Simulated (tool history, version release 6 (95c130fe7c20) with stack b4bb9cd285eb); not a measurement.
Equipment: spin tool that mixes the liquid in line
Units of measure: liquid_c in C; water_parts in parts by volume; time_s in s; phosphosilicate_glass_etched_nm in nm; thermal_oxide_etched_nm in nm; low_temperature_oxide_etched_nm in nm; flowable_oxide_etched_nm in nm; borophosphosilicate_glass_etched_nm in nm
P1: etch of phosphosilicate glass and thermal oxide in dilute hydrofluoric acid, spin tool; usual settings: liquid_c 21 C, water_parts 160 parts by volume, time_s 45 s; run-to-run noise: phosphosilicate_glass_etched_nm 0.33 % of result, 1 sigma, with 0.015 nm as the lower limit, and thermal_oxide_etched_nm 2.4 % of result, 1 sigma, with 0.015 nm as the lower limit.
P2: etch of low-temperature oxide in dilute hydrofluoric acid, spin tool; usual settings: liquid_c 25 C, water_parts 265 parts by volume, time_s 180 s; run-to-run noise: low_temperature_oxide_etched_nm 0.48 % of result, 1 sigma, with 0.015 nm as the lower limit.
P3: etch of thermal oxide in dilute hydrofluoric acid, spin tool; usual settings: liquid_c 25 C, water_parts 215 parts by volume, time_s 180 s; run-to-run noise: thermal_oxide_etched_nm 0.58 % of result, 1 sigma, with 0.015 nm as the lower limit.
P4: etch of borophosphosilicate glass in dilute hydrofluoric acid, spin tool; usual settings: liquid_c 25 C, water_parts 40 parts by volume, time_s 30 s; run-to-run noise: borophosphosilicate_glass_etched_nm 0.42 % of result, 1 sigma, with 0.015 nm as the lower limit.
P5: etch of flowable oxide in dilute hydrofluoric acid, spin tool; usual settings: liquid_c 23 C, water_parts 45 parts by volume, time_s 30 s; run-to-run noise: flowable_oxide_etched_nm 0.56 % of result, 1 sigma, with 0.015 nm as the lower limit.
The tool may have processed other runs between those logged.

| run | hour | process | liquid_c | water_parts | time_s | phosphosilicate_glass_etched_nm | thermal_oxide_etched_nm | low_temperature_oxide_etched_nm | flowable_oxide_etched_nm | borophosphosilicate_glass_etched_nm |
|---|---|---|---|---|---|---|---|---|---|---|
| 1 | 8.1 | P1 | 21 | 160 | 45 | 46.412 | 0.96537 |  |  |  |
| 2 | 13.4 | P2 | 25 | 390 | 180 |  |  | 6.9984 |  |  |
| 3 | 21.6 | P1 | 21 | 290 | 45 | 22.639 | 0.4981 |  |  |  |
| 4 | 25.8 | P5 | 23 | 45 | 50 |  |  |  | 62.555 |  |
| 5 | 32.8 | P1 | 28.5 | 160 | 25 | 34.164 | 0.75831 |  |  |  |
| 6 | 39.8 | P2 | 25 | 265 | 180 |  |  | 11.52 |  |  |
| 7 | 45.5 | P3 | 17 | 215 | 180 |  | 2.7973 |  |  |  |
| 8 | 51 | P1 | 21 | 160 | 85 | 87.512 | 1.953 |  |  |  |
| 9 | 58.9 | P5 | 23 | 45 | 30 |  |  |  | 37.526 |  |
| 10 | 67 | P5 | 29.5 | 45 | 30 |  |  |  | 48.738 |  |
| 11 | 75.8 | P4 | 25 | 40 | 30 |  |  |  |  | 42.397 |
| 12 | 80.6 | P3 | 25 | 215 | 180 |  | 3.7615 |  |  |  |
| 13 | 89 | P4 | 25 | 40 | 45 |  |  |  |  | 63.552 |
| 14 | 98.1 | P1 | 21 | 160 | 45 | 46.143 | 0.99801 |  |  |  |
| 15 | 107.1 | P2 | 25 | 265 | 315 |  |  | 20.233 |  |  |
| 16 | 114.6 | P5 | 23 | 45 | 30 |  |  |  | 37.739 |  |
| 17 | 119 | P1 | 17 | 160 | 45 | 39.414 | 0.87542 |  |  |  |
| 18 | 126.6 | P4 | 25 | 40 | 30 |  |  |  |  | 42.48 |
| 19 | 130.9 | P1 | 29.5 | 160 | 45 | 64.094 | 1.3934 |  |  |  |
| 20 | 138.6 | P4 | 32.5 | 40 | 30 |  |  |  |  | 57.777 |
| 21 | 147.6 | P2 | 33.5 | 265 | 180 |  |  | 15.446 |  |  |
| 22 | 156 | P1 | 21 | 160 | 15 | 15.472 | 0.34609 |  |  |  |
| 23 | 164.5 | P5 | 23 | 75 | 30 |  |  |  | 21.721 |  |
| 24 | 169.6 | P1 | 21 | 160 | 45 | 46.202 | 0.96131 |  |  |  |
| 25 | 174.3 | P1 | 17 | 85 | 45 | 80.267 | 1.6822 |  |  |  |
| 26 | 178.9 | P1 | 21 | 90 | 45 | 89.054 | 1.8701 |  |  |  |
| 27 | 186.8 | P1 | 21 | 160 | 45 | 46.604 | 1.0515 |  |  |  |
| 28 | 191.5 | P4 | 25 | 20 | 30 |  |  |  |  | 87.407 |
| 29 | 196 | P3 | 25 | 395 | 180 |  | 1.7253 |  |  |  |
| 30 | 200.7 | P1 | 21 | 160 | 45 | 46.548 | 1.0195 |  |  |  |
| 31 | 209.2 | P2 | 25 | 265 | 180 |  |  | 11.541 |  |  |
| 32 | 218.3 | P3 | 25 | 215 | 360 |  | 7.6675 |  |  |  |
| 33 | 222.7 | P1 | 21 | 160 | 45 | 46.293 | 0.98326 |  |  |  |
| 34 | 228.2 | P1 | 21 | 160 | 45 | 45.267 | 0.99518 |  |  |  |
| 35 | 237.3 | P1 | 21 | 160 | 45 | 44.017 | 0.98449 |  |  |  |
| 36 | 243.5 | P1 | 21 | 160 | 45 | 43.554 | 0.92045 |  |  |  |
| 37 | 249.1 | P1 | 21 | 160 | 45 | 43.597 | 0.92247 |  |  |  |
| 38 | 256.9 | P1 | 21 | 160 | 45 | 43.235 | 0.92338 |  |  |  |
| 39 | 261.1 | P1 | 21 | 160 | 45 | 43.015 | 0.89404 |  |  |  |
| 40 | 268.8 | P1 | 21 | 160 | 45 | 42.923 | 0.91777 |  |  |  |
| 41 | 278.3 | P1 | 21 | 160 | 45 | 42.704 | 0.94399 |  |  |  |
| 42 | 283 | P1 | 21 | 160 | 45 | 42.664 | 0.89676 |  |  |  |
| 43 | 291 | P1 | 21 | 160 | 45 | 42.793 | 0.89774 |  |  |  |

P1 has crept away from where it was. The log is fitted equally well by each of these 2 causes, at the sizes shown:
A: hydrofluoric acid flow below the setpoint (%) = 6.88
B: liquid colder than its thermometer reads (K) = 2.12
The creep began at about hour 222.7.

The 4 check runs listed below each average the results of 2 wafers, and their outcomes are marked with question marks. Under which run would the listed causes produce clearly different results?
| check 1 | 299 | P2 | 29.5 | 355 | 180 |  |  | ? |  |  |
| check 2 | 299 | P3 | 19 | 215 | 295 |  | ? |  |  |  |
| check 3 | 299 | P4 | 32.5 | 40 | 30 |  |  |  |  | ? |
| check 4 | 299 | P5 | 28.5 | 75 | 30 |  |  |  | ? |  |

Expected result of each check under each candidate cause:
| check | result | if A | if B |
|---|---|---|---|
| check 1 | low_temperature_oxide_etched_nm | 8.3087 | 8.5682 |
| check 2 | thermal_oxide_etched_nm | 4.5475 | 4.5617 |
| check 3 | borophosphosilicate_glass_etched_nm | 53.078 | 52.719 |
| check 4 | flowable_oxide_etched_nm | 25.045 | 24.945 |
Gap, in per cent, between the two causes that each check separates least, read from the result that separates them most: check 1 3.08 %; check 2 0.31 %; check 3 0.68 %; check 4 0.4 %
Of the check runs offered, only check 1 discriminates between the causes; the rest would read about the same regardless of which cause applies.

The results of check 1 are: low_temperature_oxide_etched_nm 8.5984 nm. Based on these, which of the listed causes is it?

It is B: liquid colder than its thermometer reads (K).
